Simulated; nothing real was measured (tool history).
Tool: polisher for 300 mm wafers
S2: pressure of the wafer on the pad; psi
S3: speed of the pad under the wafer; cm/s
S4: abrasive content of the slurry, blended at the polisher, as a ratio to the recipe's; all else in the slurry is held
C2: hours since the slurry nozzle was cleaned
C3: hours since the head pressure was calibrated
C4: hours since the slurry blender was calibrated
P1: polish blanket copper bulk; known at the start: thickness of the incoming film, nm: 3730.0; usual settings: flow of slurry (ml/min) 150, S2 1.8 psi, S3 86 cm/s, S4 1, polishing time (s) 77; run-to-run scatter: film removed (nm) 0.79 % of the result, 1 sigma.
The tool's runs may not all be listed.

run 1 day=0.538 | flow_of_slurry_(ml/min)=150 S2=1.8 S3=86 S4=1 polishing_time_(s)=77 | wafers_polished_on_this_pad=262 C2=44.5 C3=313 C4=108.7 | film_removed_(nm)=377.88
run 2 day=0.879 | flow_of_slurry_(ml/min)=150 S2=1.8 S3=86 S4=1 polishing_time_(s)=77 | wafers_polished_on_this_pad=314 C2=52.7 C3=321.2 C4=116.9 | film_removed_(nm)=371.09
run 3 day=1.425 | flow_of_slurry_(ml/min)=150 S2=1.8 S3=86 S4=1.5 polishing_time_(s)=77 | wafers_polished_on_this_pad=397 C2=65.8 C3=334.3 C4=130 | film_removed_(nm)=409.15
run 4 day=1.85 | flow_of_slurry_(ml/min)=150 S2=1.8 S3=86 S4=1 polishing_time_(s)=36 | wafers_polished_on_this_pad=462 C2=76 C3=344.5 C4=140.2 | film_removed_(nm)=175.06
run 5 day=2.254 | flow_of_slurry_(ml/min)=150 S2=1.8 S3=44 S4=1 polishing_time_(s)=77 | wafers_polished_on_this_pad=523 C2=85.7 C3=354.2 C4=149.9 | film_removed_(nm)=191.09
run 6 day=2.729 | flow_of_slurry_(ml/min)=150 S2=1.8 S3=86 S4=1 polishing_time_(s)=77 | wafers_polished_on_this_pad=595 C2=97.1 C3=365.6 C4=161.3 | film_removed_(nm)=374.98
run 7 day=3.196 | flow_of_slurry_(ml/min)=150 S2=2.7 S3=86 S4=1 polishing_time_(s)=77 | wafers_polished_on_this_pad=666 C2=108.3 C3=376.8 C4=172.5 | film_removed_(nm)=560.38
run 8 day=3.608 | flow_of_slurry_(ml/min)=150 S2=1.1 S3=86 S4=1 polishing_time_(s)=77 | wafers_polished_on_this_pad=729 C2=118.2 C3=386.7 C4=182.4 | film_removed_(nm)=228.63
run 9 day=4.196 | flow_of_slurry_(ml/min)=150 S2=1.8 S3=86 S4=0.55 polishing_time_(s)=77 | wafers_polished_on_this_pad=818 C2=132.3 C3=400.8 C4=196.5 | film_removed_(nm)=330.41
run 10 day=4.479 | flow_of_slurry_(ml/min)=150 S2=1.8 S3=86 S4=1 polishing_time_(s)=77 | wafers_polished_on_this_pad=861 C2=139.1 C3=407.6 C4=203.3 | film_removed_(nm)=372.86
-- day=4.904 head pressure recalibrated
run 11 day=5.075 | flow_of_slurry_(ml/min)=115 S2=1.8 S3=66 S4=1 polishing_time_(s)=77 | wafers_polished_on_this_pad=951 C2=153.4 C3=4.1 C4=217.6 | film_removed_(nm)=272.35
run 12 day=5.475 | flow_of_slurry_(ml/min)=215 S2=1.8 S3=86 S4=1 polishing_time_(s)=77 | wafers_polished_on_this_pad=1012 C2=163 C3=13.7 C4=227.2 | film_removed_(nm)=397.32
run 13 day=5.746 | flow_of_slurry_(ml/min)=150 S2=1.8 S3=86 S4=1 polishing_time_(s)=77 | wafers_polished_on_this_pad=1053 C2=169.5 C3=20.2 C4=233.7 | film_removed_(nm)=375.9
run 14 day=6.329 | flow_of_slurry_(ml/min)=150 S2=1.8 S3=120 S4=1 polishing_time_(s)=77 | wafers_polished_on_this_pad=1142 C2=183.5 C3=34.2 C4=247.7 | film_removed_(nm)=522.41
run 15 day=6.862 | flow_of_slurry_(ml/min)=90 S2=1.8 S3=86 S4=1 polishing_time_(s)=77 | wafers_polished_on_this_pad=1223 C2=196.3 C3=47 C4=260.5 | film_removed_(nm)=336.57
run 16 day=7.425 | flow_of_slurry_(ml/min)=150 S2=1.8 S3=86 S4=1 polishing_time_(s)=117 | wafers_polished_on_this_pad=1308 C2=209.8 C3=60.5 C4=274 | film_removed_(nm)=569.78
run 17 day=7.871 | flow_of_slurry_(ml/min)=150 S2=1.8 S3=86 S4=1 polishing_time_(s)=77 | wafers_polished_on_this_pad=1376 C2=220.5 C3=71.2 C4=284.7 | film_removed_(nm)=373.65
run 18 day=8.442 | flow_of_slurry_(ml/min)=90 S2=1.8 S3=86 S4=1.25 polishing_time_(s)=77 | wafers_polished_on_this_pad=1463 C2=234.2 C3=84.9 C4=298.4 | film_removed_(nm)=353.06
run 19 day=8.704 | flow_of_slurry_(ml/min)=150 S2=1.3 S3=116 S4=1 polishing_time_(s)=77 | wafers_polished_on_this_pad=1503 C2=240.5 C3=91.2 C4=304.7 | film_removed_(nm)=364.3
run 20 day=9.025 | flow_of_slurry_(ml/min)=150 S2=1.8 S3=86 S4=1 polishing_time_(s)=77 | wafers_polished_on_this_pad=1551 C2=248.2 C3=98.9 C4=312.4 | film_removed_(nm)=375.58
run 21 day=9.408 | flow_of_slurry_(ml/min)=150 S2=1.8 S3=86 S4=1 polishing_time_(s)=77 | wafers_polished_on_this_pad=1610 C2=257.4 C3=108.1 C4=321.6 | film_removed_(nm)=365.86
run 22 day=9.908 | flow_of_slurry_(ml/min)=150 S2=1.8 S3=86 S4=1 polishing_time_(s)=77 | wafers_polished_on_this_pad=1686 C2=269.4 C3=120.1 C4=333.6 | film_removed_(nm)=353.65
-- day=10.008 worn pad replaced by a new one
run 23 day=10.338 | flow_of_slurry_(ml/min)=150 S2=1.8 S3=86 S4=1 polishing_time_(s)=77 | wafers_polished_on_this_pad=50 C2=279.7 C3=130.4 C4=343.9 | film_removed_(nm)=349.35
run 24 day=10.621 | flow_of_slurry_(ml/min)=150 S2=1.8 S3=86 S4=1 polishing_time_(s)=77 | wafers_polished_on_this_pad=93 C2=286.5 C3=137.2 C4=350.7 | film_removed_(nm)=349.27
-- day=10.9 head pressure recalibrated
run 25 day=10.912 | flow_of_slurry_(ml/min)=150 S2=1.8 S3=86 S4=1 polishing_time_(s)=77 | wafers_polished_on_this_pad=137 C2=293.5 C3=0.4 C4=357.7 | film_removed_(nm)=345.16

The next listed run, before its measurement:
run 26 day=11.2 | flow_of_slurry_(ml/min)=150 S2=1.8 S3=86 S4=1 polishing_time_(s)=77 | wafers_polished_on_this_pad=181 C2=300.4 C3=7.3 C4=364.6 | film_removed_(nm)=?

Run 26 gave film removed (nm) 348.44.
